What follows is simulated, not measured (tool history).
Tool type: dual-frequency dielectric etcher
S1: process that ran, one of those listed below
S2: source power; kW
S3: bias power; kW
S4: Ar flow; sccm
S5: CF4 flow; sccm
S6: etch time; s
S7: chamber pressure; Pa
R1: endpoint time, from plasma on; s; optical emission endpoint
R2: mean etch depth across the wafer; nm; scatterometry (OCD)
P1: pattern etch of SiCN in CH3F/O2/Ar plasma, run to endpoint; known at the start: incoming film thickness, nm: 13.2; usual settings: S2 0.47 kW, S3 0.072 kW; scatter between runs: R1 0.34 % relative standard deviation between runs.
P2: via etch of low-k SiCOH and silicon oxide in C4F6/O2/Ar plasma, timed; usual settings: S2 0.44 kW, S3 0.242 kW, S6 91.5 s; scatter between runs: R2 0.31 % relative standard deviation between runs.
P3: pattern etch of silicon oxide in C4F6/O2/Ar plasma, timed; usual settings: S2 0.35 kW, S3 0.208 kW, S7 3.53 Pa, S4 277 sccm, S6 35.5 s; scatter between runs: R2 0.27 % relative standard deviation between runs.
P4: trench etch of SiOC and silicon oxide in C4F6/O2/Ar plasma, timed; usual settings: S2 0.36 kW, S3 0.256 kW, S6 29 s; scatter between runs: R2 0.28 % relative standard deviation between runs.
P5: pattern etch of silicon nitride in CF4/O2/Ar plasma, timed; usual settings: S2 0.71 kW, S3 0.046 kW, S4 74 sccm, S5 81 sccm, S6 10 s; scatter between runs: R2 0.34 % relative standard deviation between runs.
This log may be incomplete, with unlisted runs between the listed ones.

run 1 hour=9.6 | S1=P1 S2=0.47 S3=0.072 | R1=33.371
run 2 hour=20.5 | S1=P5 S2=0.71 S3=0.046 S4=74 S5=81 S6=10 | R2=25.346
run 3 hour=27.6 | S1=P2 S2=0.44 S3=0.294 S6=91.5 | R2=305.42
run 4 hour=35.8 | S1=P2 S2=0.44 S3=0.242 S6=91.5 | R2=285.02
run 5 hour=43.1 | S1=P1 S2=0.37 S3=0.084 | R1=34.588
run 6 hour=54.6 | S1=P5 S2=0.71 S3=0.046 S4=89 S5=81 S6=10 | R2=24.822
run 7 hour=59.8 | S1=P1 S2=0.47 S3=0.05 | R1=37.577
run 8 hour=69.4 | S1=P1 S2=0.47 S3=0.072 | R1=33.209
run 9 hour=80.2 | S1=P3 S2=0.35 S3=0.208 S4=181 S6=35.5 S7=3.53 | R2=118.05
run 10 hour=86.1 | S1=P2 S2=0.44 S3=0.242 S6=62.5 | R2=195.9
run 11 hour=95.6 | S1=P2 S2=0.26 S3=0.242 S6=91.5 | R2=234.49
run 12 hour=103 | S1=P3 S2=0.35 S3=0.208 S4=277 S6=35.5 S7=3.53 | R2=111.73
run 13 hour=110.8 | S1=P1 S2=0.47 S3=0.072 | R1=33.443
run 14 hour=117.1 | S1=P4 S2=0.36 S3=0.164 S6=29 | R2=51.7
run 15 hour=128.6 | S1=P3 S2=0.35 S3=0.208 S4=277 S6=35.5 S7=4.73 | R2=108.22
run 16 hour=138.8 | S1=P5 S2=0.71 S3=0.06 S4=74 S5=81 S6=10 | R2=27.858
run 17 hour=144.6 | S1=P3 S2=0.35 S3=0.208 S4=277 S6=23.5 S7=3.53 | R2=74.454
run 18 hour=151.6 | S1=P2 S2=0.44 S3=0.242 S6=91.5 | R2=285.78
run 19 hour=161.5 | S1=P5 S2=0.71 S3=0.046 S4=74 S5=81 S6=5.5 | R2=13.924
run 20 hour=171.7 | S1=P1 S2=0.47 S3=0.094 | R1=30.323
run 21 hour=177.9 | S1=P1 S2=0.47 S3=0.072 | R1=33.411
run 22 hour=182.8 | S1=P5 S2=0.71 S3=0.046 S4=74 S5=81 S6=10 | R2=25.376
run 23 hour=189.1 | S1=P4 S2=0.36 S3=0.256 S6=29 | R2=60.244
run 24 hour=197.2 | S1=P5 S2=0.71 S3=0.046 S4=74 S5=60 S6=10 | R2=24.298
run 25 hour=204.4 | S1=P3 S2=0.35 S3=0.154 S4=277 S6=35.5 S7=3.53 | R2=102.68
run 26 hour=211.3 | S1=P1 S2=0.32 S3=0.072 | R1=38.581
run 27 hour=217.1 | S1=P1 S2=0.56 S3=0.072 | R1=31.253
run 28 hour=225.3 | S1=P1 S2=0.62 S3=0.053 | R1=33.432
run 29 hour=232.2 | S1=P3 S2=0.5 S3=0.208 S4=277 S6=35.5 S7=3.53 | R2=128.59
run 30 hour=238.1 | S1=P4 S2=0.25 S3=0.256 S6=29 | R2=52.147
run 31 hour=248.8 | S1=P4 S2=0.36 S3=0.256 S6=18 | R2=37.406
run 32 hour=259.4 | S1=P5 S2=0.91 S3=0.046 S4=74 S5=81 S6=10 | R2=31.711
run 33 hour=265.3 | S1=P1 S2=0.47 S3=0.072 | R1=33.204
run 34 hour=274.4 | S1=P1 S2=0.47 S3=0.072 | R1=33.111
run 35 hour=281.6 | S1=P1 S2=0.47 S3=0.072 | R1=32.85
run 36 hour=289.4 | S1=P1 S2=0.47 S3=0.072 | R1=32.964
-- hour=296.7 wet clean of the chamber
run 37 hour=298.8 | S1=P1 S2=0.47 S3=0.072 | R1=32.891
run 38 hour=309 | S1=P1 S2=0.47 S3=0.072 | R1=32.554
run 39 hour=318.6 | S1=P1 S2=0.47 S3=0.072 | R1=32.756

P1 no longer gives what it gave before; its output has crept away from where it was. The following 2 causes, each at its listed size, fit the log equally well:
A: bias power that arrives over what is set, % = 4.99
B: source power that arrives over what is set, % = 4.63
Creep in the process output first set in at about hour 265.3.
All other causes, with the reason each is excluded:
chamber walls in a state that raises the etch rate, %: its service at hour 296.7 followed the start of the drift and did not put the process back to its old value

The 4 check runs listed below each average the results of 2 wafers, and their outcomes are marked with question marks. Under which run would the listed causes produce clearly different results?
run check 1 hour=328.2 | S1=P2 S2=0.28 S3=0.242 S6=91.5 | R2=?
run check 2 hour=328.2 | S1=P3 S2=0.35 S3=0.169 S4=277 S6=25 S7=3.53 | R2=?
run check 3 hour=328.2 | S1=P5 S2=0.84 S3=0.046 S4=74 S5=81 S6=10 | R2=?
run check 4 hour=328.2 | S1=P4 S2=0.28 S3=0.256 S6=29 | R2=?

If the cause were each of the candidates in turn, the checks would give the following:
check=check_1 result=R2 if_A=244.65 if_B=244.75
check=check_2 result=R2 if_A=75.095 if_B=75.264
check=check_3 result=R2 if_A=29.939 if_B=30.628
check=check_4 result=R2 if_A=55.534 if_B=55.543
Per-check spread between the two closest causes, in the result where they differ most: check 1 0.04 %; check 2 0.22 %; check 3 2.28 %; check 4 0.02 %
Check 3 is the one run that separates the causes; every other check would come out nearly the same whichever cause is at work.

Here is what check 3 returned: R2 30.576 nm. Which cause is it?

It is B: source power that arrives over what is set, %.
